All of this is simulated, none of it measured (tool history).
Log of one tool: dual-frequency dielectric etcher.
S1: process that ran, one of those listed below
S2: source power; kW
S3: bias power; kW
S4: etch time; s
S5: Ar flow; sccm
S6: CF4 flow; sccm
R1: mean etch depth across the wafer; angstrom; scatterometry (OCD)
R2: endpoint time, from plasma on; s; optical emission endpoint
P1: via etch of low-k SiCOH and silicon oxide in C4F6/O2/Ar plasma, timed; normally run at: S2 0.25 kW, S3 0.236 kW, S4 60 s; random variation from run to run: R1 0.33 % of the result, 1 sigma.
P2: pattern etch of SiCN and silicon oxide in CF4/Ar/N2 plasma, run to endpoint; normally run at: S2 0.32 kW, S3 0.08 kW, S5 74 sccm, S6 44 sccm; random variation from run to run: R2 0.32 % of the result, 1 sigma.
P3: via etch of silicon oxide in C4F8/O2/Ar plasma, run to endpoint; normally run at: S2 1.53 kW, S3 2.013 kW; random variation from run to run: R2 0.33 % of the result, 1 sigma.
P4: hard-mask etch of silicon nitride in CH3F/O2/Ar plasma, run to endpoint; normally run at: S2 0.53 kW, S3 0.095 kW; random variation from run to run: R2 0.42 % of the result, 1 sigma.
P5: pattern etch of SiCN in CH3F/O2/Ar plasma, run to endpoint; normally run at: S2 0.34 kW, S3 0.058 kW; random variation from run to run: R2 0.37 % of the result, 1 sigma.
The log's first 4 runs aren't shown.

Run 5, hour 26: S1 P2, S2 0.32 kW, S3 0.08 kW, S5 74 sccm, S6 44 sccm. Result: R2 14.58 s.
Run 6, hour 31.4: S1 P3, S2 1.53 kW, S3 2.013 kW. Result: R2 273.56 s.
Run 7, hour 35.6: S1 P2, S2 0.32 kW, S3 0.08 kW, S5 74 sccm, S6 53 sccm. Result: R2 14.319 s.
Run 8, hour 40.9: S1 P2, S2 0.22 kW, S3 0.08 kW, S5 74 sccm, S6 44 sccm. Result: R2 20.175 s.
Run 9, hour 45.8: S1 P1, S2 0.25 kW, S3 0.236 kW, S4 33 s. Result: R1 812.41 angstrom.
Run 10, hour 48.6: S1 P1, S2 0.25 kW, S3 0.236 kW, S4 78.5 s. Result: R1 1932 angstrom.
Run 11, hour 52.3: S1 P5, S2 0.34 kW, S3 0.081 kW. Result: R2 19.928 s.
Run 12, hour 55.3: S1 P1, S2 0.25 kW, S3 0.236 kW, S4 60 s. Result: R1 1470.2 angstrom.
Run 13, hour 58.4: S1 P5, S2 0.34 kW, S3 0.058 kW. Result: R2 22.344 s.
Run 14, hour 63.2: S1 P1, S2 0.25 kW, S3 0.295 kW, S4 60 s. Result: R1 1594.8 angstrom.
Run 15, hour 67.6: S1 P1, S2 0.3 kW, S3 0.236 kW, S4 34.5 s. Result: R1 905.86 angstrom.
Run 16, hour 72.9: S1 P1, S2 0.19 kW, S3 0.236 kW, S4 60 s. Result: R1 1335.7 angstrom.
Run 17, hour 76.5: S1 P5, S2 0.41 kW, S3 0.058 kW. Result: R2 20.916 s.
Run 18, hour 82.1: S1 P3, S2 1.53 kW, S3 2.432 kW. Result: R2 257.53 s.
Run 19, hour 88: S1 P1, S2 0.21 kW, S3 0.31 kW, S4 60 s. Result: R1 1517.5 angstrom.
Run 20, hour 92.6: S1 P3, S2 0.91 kW, S3 2.013 kW. Result: R2 335.12 s.
Run 21, hour 95.5: S1 P5, S2 0.34 kW, S3 0.058 kW. Result: R2 22.453 s.
Run 22, hour 99.3: S1 P1, S2 0.32 kW, S3 0.236 kW, S4 34.5 s. Result: R1 924.8 angstrom.
Run 23, hour 102.5: S1 P4, S2 0.53 kW, S3 0.063 kW. Result: R2 42.808 s.

Run 24 comes next. What will it give?
Run 24, hour 106.6: S1 P2, S2 0.32 kW, S3 0.103 kW, S5 74 sccm, S6 44 sccm. Result: R2 ?.

R2: 13.262 s
